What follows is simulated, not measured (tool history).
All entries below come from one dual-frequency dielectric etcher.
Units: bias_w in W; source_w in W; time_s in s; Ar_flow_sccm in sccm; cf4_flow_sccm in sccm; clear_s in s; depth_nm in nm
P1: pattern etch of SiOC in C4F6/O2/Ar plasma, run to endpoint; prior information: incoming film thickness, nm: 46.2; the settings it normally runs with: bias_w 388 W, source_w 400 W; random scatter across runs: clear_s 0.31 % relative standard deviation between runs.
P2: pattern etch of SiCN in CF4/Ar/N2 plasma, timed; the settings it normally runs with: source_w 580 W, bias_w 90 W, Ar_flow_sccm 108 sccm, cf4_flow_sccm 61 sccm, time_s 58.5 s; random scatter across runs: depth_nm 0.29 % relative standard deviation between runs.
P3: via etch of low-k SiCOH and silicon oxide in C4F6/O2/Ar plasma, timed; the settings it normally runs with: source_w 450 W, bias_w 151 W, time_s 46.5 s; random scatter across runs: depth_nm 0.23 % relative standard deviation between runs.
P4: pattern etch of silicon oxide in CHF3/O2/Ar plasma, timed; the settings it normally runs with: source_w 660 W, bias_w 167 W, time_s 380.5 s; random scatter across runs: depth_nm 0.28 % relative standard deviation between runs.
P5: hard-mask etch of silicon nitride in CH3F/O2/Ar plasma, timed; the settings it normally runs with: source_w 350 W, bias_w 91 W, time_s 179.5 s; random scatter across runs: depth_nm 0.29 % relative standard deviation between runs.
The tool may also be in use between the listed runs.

| run | day | process | bias_w | source_w | time_s | Ar_flow_sccm | cf4_flow_sccm | hours since the last wet clean | hours since the last bias power generator calibration | hours since the last source power generator calibration | clear_s | depth_nm |
|---|---|---|---|---|---|---|---|---|---|---|---|---|
| 1 | 0.342 | P1 | 388 | 400 |  |  |  | 336.6 | 1436.8 | 1854.8 | 16.781 |  |
| 2 | 0.662 | P4 | 167 | 660 | 283.0 |  |  | 344.3 | 1444.5 | 1862.5 |  | 567.440 |
| 3 | 0.875 | P1 | 388 | 400 |  |  |  | 349.4 | 1449.6 | 1867.6 | 16.867 |  |
| 4 | 1.042 | P1 | 388 | 530 |  |  |  | 353.4 | 1453.6 | 1871.6 | 15.163 |  |
|  | 1.058 | bias power generator calibrated |
| 5 | 1.246 | P5 | 91 | 350 | 262.5 |  |  | 358.3 | 4.6 | 1876.5 |  | 188.820 |
|  | 1.267 | wet clean of the chamber |
|  | 1.317 | source power generator calibrated |
| 6 | 1.508 | P3 | 185 | 450 | 46.5 |  |  | 5.9 | 10.9 | 4.6 |  | 115.500 |
| 7 | 1.704 | P2 | 90 | 580 | 58.5 | 108 | 80 | 10.6 | 15.6 | 9.3 |  | 66.766 |
| 8 | 2.000 | P4 | 167 | 660 | 380.5 |  |  | 17.7 | 22.7 | 16.4 |  | 762.350 |
| 9 | 2.158 | P5 | 91 | 350 | 179.5 |  |  | 21.5 | 26.5 | 20.2 |  | 129.860 |
| 10 | 2.517 | P3 | 151 | 450 | 46.5 |  |  | 30.1 | 35.1 | 28.8 |  | 108.640 |
| 11 | 2.679 | P5 | 128 | 350 | 179.5 |  |  | 34.0 | 39.0 | 32.7 |  | 146.590 |
| 12 | 2.950 | P3 | 151 | 450 | 46.5 |  |  | 40.5 | 45.5 | 39.2 |  | 108.440 |
| 13 | 3.117 | P4 | 167 | 910 | 380.5 |  |  | 44.5 | 49.5 | 43.2 |  | 861.090 |
| 14 | 3.417 | P3 | 151 | 570 | 46.5 |  |  | 51.7 | 56.7 | 50.4 |  | 119.050 |
| 15 | 3.733 | P1 | 512 | 400 |  |  |  | 59.3 | 64.3 | 58.0 | 15.161 |  |
| 16 | 3.908 | P4 | 103 | 660 | 380.5 |  |  | 63.5 | 68.5 | 62.2 |  | 654.600 |
| 17 | 4.100 | P2 | 90 | 580 | 58.5 | 108 | 61 | 68.1 | 73.1 | 66.8 |  | 64.127 |
| 18 | 4.458 | P4 | 167 | 660 | 380.5 |  |  | 76.7 | 81.7 | 75.4 |  | 764.600 |
| 19 | 4.658 | P2 | 90 | 580 | 58.5 | 108 | 61 | 81.5 | 86.5 | 80.2 |  | 64.134 |
| 20 | 4.904 | P5 | 91 | 260 | 179.5 |  |  | 87.4 | 92.4 | 86.1 |  | 115.930 |
| 21 | 5.125 | P2 | 68 | 580 | 58.5 | 108 | 61 | 92.7 | 97.7 | 91.4 |  | 57.664 |
| 22 | 5.358 | P1 | 388 | 290 |  |  |  | 98.3 | 103.3 | 97.0 | 18.992 |  |
| 23 | 5.596 | P3 | 151 | 450 | 25.5 |  |  | 104.0 | 109.0 | 102.7 |  | 59.200 |
| 24 | 5.800 | P2 | 90 | 720 | 58.5 | 108 | 61 | 108.9 | 113.9 | 107.6 |  | 77.054 |
| 25 | 6.008 | P1 | 292 | 400 |  |  |  | 113.9 | 118.9 | 112.6 | 18.622 |  |
| 26 | 6.275 | P1 | 293 | 500 |  |  |  | 120.3 | 125.3 | 119.0 | 17.061 |  |
| 27 | 6.617 | P1 | 388 | 400 |  |  |  | 128.5 | 133.5 | 127.2 | 16.834 |  |
| 28 | 6.946 | P1 | 388 | 400 |  |  |  | 136.4 | 141.4 | 135.1 | 16.760 |  |
| 29 | 7.179 | P2 | 90 | 580 | 35.0 | 108 | 61 | 142.0 | 147.0 | 140.7 |  | 38.200 |
| 30 | 7.467 | P2 | 90 | 580 | 58.5 | 64 | 61 | 148.9 | 153.9 | 147.6 |  | 68.836 |
| 31 | 7.696 | P1 | 388 | 400 |  |  |  | 154.4 | 159.4 | 153.1 | 16.872 |  |
| 32 | 7.988 | P1 | 388 | 400 |  |  |  | 161.4 | 166.4 | 160.1 | 16.842 |  |
| 33 | 8.238 | P1 | 388 | 400 |  |  |  | 167.4 | 172.4 | 166.1 | 17.035 |  |
| 34 | 8.446 | P1 | 388 | 400 |  |  |  | 172.4 | 177.4 | 171.1 | 16.943 |  |
| 35 | 8.604 | P1 | 388 | 400 |  |  |  | 176.2 | 181.2 | 174.9 | 17.115 |  |
| 36 | 8.825 | P1 | 388 | 400 |  |  |  | 181.5 | 186.5 | 180.2 | 17.039 |  |
|  | 9.000 | wet clean of the chamber |
| 37 | 9.158 | P1 | 388 | 400 |  |  |  | 3.9 | 194.5 | 188.2 | 17.095 |  |
| 38 | 9.421 | P1 | 388 | 400 |  |  |  | 10.2 | 200.8 | 194.5 | 17.100 |  |
| 39 | 9.642 | P1 | 388 | 400 |  |  |  | 15.5 | 206.1 | 199.8 | 17.000 |  |
| 40 | 9.967 | P1 | 388 | 400 |  |  |  | 23.3 | 213.9 | 207.6 | 17.036 |  |

The next listed run, before its measurement:
| 41 | 10.200 | P1 | 388 | 400 |  |  |  | 28.9 | 219.5 | 213.2 | ? |  |

clear_s: 16.996 s
